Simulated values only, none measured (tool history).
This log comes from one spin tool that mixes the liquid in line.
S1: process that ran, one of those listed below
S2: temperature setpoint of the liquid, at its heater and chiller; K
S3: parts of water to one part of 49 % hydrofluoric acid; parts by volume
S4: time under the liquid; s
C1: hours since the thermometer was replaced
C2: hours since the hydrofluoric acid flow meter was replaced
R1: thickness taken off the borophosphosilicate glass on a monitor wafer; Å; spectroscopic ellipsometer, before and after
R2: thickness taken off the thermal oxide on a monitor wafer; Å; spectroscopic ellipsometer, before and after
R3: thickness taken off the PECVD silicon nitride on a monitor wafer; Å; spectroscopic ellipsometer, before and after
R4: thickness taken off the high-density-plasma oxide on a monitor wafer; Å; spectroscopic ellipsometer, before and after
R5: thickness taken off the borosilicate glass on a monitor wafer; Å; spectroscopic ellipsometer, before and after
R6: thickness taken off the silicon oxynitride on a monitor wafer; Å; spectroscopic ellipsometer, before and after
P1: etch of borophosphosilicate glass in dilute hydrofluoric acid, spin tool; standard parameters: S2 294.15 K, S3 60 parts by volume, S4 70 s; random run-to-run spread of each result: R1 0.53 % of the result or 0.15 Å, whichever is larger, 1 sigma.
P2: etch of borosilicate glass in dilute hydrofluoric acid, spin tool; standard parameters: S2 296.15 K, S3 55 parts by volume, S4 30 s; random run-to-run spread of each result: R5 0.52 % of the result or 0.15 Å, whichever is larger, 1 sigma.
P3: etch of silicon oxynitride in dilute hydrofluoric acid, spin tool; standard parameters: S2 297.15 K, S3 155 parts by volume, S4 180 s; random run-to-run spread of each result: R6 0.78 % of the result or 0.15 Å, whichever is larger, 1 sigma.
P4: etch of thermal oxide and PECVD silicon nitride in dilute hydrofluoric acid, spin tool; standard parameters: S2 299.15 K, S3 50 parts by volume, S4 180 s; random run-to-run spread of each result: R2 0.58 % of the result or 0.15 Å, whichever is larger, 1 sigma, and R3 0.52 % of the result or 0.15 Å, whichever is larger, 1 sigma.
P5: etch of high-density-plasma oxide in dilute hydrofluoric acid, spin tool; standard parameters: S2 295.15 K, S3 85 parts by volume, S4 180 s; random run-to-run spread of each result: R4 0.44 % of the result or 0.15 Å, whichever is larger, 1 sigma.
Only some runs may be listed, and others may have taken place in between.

run,hour,S1,S2,S3,S4,C1,C2,R1,R2,R3,R4,R5,R6
1,9.3,P1,294.15,60,70,784.8,723.9,492.14,,,,,
2,21.5,P1,290.15,60,70,797.0,736.1,410.50,,,,,
3,29.4,P1,294.15,60,70,804.9,744.0,491.75,,,,,
4,39.6,P4,303.15,50,180,815.1,754.2,,260.69,91.079,,,
5,54.5,P5,295.15,120,180,830.0,769.1,,,,77.969,,
6,63.1,P2,296.15,55,30,838.6,777.7,,,,,187.99,
7,74.5,P1,294.15,35,130,850.0,789.1,1612.50,,,,,
8,92.1,P2,296.15,55,50,867.6,806.7,,,,,310.61,
9,100.0,P2,296.15,55,30,875.5,814.6,,,,,187.11,
10,108.3,P3,304.65,155,180,883.8,822.9,,,,,,42.305
11,119.1,P3,297.15,155,180,894.6,833.7,,,,,,29.930
12,133.9,P1,294.15,60,105,909.4,848.5,744.51,,,,,
13,151.9,P1,294.15,35,70,927.4,866.5,871.24,,,,,
14,164.0,P1,294.15,60,70,939.5,878.6,490.47,,,,,
15,173.0,P1,294.15,60,70,948.5,887.6,490.58,,,,,
16,186.8,P5,295.15,85,180,962.3,901.4,,,,114.290,,
17,195.2,P5,302.65,85,180,970.7,909.8,,,,153.460,,
18,206.2,P4,299.15,50,290,981.7,920.8,,361.87,111.700,,,
19,216.4,P1,294.15,60,70,991.9,931.0,493.37,,,,,
20,229.2,P4,299.15,30,180,1004.7,943.8,,383.14,112.790,,,
21,237.9,P1,294.15,60,30,1013.4,952.5,211.75,,,,,
22,253.1,P3,297.15,155,285,1028.6,967.7,,,,,,48.085
23,266.2,P1,294.15,60,70,1041.7,980.8,492.75,,,,,
24,276.1,P2,300.65,55,30,1051.6,990.7,,,,,222.96,
25,294.0,P1,299.65,60,70,1069.5,1008.6,613.38,,,,,
26,312.1,P1,294.15,85,70,1087.6,1026.7,335.53,,,,,
27,329.6,P3,297.15,75,180,1105.1,1044.2,,,,,,66.771

Run 28, settings as shown, results not yet in. Your forecast:
28,346.7,P4,299.15,50,180,1122.2,1061.3,,?,?,,,

Run 28 measured R2 222.38 Å, R3 69.100 Å.

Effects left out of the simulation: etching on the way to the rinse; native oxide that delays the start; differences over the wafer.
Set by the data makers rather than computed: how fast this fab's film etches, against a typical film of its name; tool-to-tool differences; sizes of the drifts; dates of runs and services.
